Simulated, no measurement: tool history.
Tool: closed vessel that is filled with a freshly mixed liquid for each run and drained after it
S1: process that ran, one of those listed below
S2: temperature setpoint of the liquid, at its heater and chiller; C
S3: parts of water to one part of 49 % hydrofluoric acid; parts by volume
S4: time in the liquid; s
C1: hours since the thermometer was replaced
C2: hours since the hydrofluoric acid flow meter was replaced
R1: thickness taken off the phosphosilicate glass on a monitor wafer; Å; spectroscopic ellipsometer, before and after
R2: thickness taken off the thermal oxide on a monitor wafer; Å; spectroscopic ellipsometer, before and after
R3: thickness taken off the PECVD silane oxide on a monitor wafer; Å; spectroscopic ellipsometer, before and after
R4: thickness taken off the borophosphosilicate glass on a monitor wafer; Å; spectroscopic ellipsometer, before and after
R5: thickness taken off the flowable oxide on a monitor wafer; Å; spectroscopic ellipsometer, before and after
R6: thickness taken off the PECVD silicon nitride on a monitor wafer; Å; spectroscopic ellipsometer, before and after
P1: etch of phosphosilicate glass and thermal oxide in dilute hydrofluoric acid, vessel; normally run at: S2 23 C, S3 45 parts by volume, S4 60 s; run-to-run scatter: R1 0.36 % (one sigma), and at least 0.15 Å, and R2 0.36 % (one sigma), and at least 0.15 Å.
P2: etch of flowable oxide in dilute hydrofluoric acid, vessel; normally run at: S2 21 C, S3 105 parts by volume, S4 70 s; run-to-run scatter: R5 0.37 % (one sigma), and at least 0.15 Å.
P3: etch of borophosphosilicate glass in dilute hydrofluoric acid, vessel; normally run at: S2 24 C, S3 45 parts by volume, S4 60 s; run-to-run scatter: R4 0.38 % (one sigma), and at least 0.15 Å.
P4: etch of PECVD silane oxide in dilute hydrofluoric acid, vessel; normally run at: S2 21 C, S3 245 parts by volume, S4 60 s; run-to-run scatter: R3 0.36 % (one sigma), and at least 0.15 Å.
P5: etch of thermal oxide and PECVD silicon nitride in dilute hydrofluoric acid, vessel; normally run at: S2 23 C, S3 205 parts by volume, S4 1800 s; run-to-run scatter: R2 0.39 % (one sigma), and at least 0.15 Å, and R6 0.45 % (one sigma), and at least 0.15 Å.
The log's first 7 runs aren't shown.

| run | hour | S1 | S2 | S3 | S4 | C1 | C2 | R1 | R2 | R3 | R4 | R5 | R6 |
|---|---|---|---|---|---|---|---|---|---|---|---|---|---|
| 8 | 81.4 | P2 | 21 | 105 | 40 | 593.1 | 1039.2 |  |  |  |  | 92.711 |  |
| 9 | 92 | P5 | 23 | 205 | 3590 | 603.7 | 1049.8 |  | 683.69 |  |  |  | 317.24 |
| 10 | 103 | P1 | 23 | 25 | 60 | 614.7 | 1060.8 | 2658.4 | 119.04 |  |  |  |  |
| 11 | 114.2 | P1 | 27 | 30 | 60 | 625.9 | 1072 | 2618.1 | 117.08 |  |  |  |  |
| 12 | 123.1 | P1 | 23 | 45 | 60 | 634.8 | 1080.9 | 1438.5 | 65.099 |  |  |  |  |
| 13 | 132.2 | P1 | 23 | 45 | 30 | 643.9 | 1090 | 717.98 | 32.555 |  |  |  |  |
| 14 | 139.4 | P5 | 23 | 75 | 1800 | 651.1 | 1097.2 |  | 1094.4 |  |  |  | 427.13 |
| 15 | 147.4 | P3 | 24 | 45 | 60 | 659.1 | 1105.2 |  |  |  | 665.6 |  |  |
| 16 | 160.5 | P2 | 21 | 105 | 70 | 672.2 | 1118.3 |  |  |  |  | 164.62 |  |
|  | 168.7 | thermometer replaced |
| 17 | 172.5 | P3 | 24 | 25 | 60 | 3.9 | 1130.3 |  |  |  | 1242.1 |  |  |
| 18 | 181.8 | P1 | 17 | 60 | 60 | 13.2 | 1139.6 | 822.77 | 36.997 |  |  |  |  |
| 19 | 188.6 | P1 | 18 | 45 | 60 | 20 | 1146.4 | 1166.6 | 52.593 |  |  |  |  |
| 20 | 197.4 | P1 | 23 | 45 | 60 | 28.8 | 1155.2 | 1436.6 | 64.668 |  |  |  |  |
| 21 | 206.1 | P1 | 29.5 | 45 | 60 | 37.5 | 1163.9 | 1874.5 | 85.26 |  |  |  |  |
| 22 | 214.3 | P4 | 21 | 60 | 60 | 45.7 | 1172.1 |  |  | 395.27 |  |  |  |
| 23 | 223.7 | P4 | 21 | 245 | 60 | 55.1 | 1181.5 |  |  | 79.213 |  |  |  |

The next listed run, before its measurement:
| 24 | 235.1 | P5 | 18.5 | 205 | 1800 | 66.5 | 1192.9 |  | ? |  |  |  | ? |

Run 24 gave R2 290.26 Å, R6 118.52 Å.
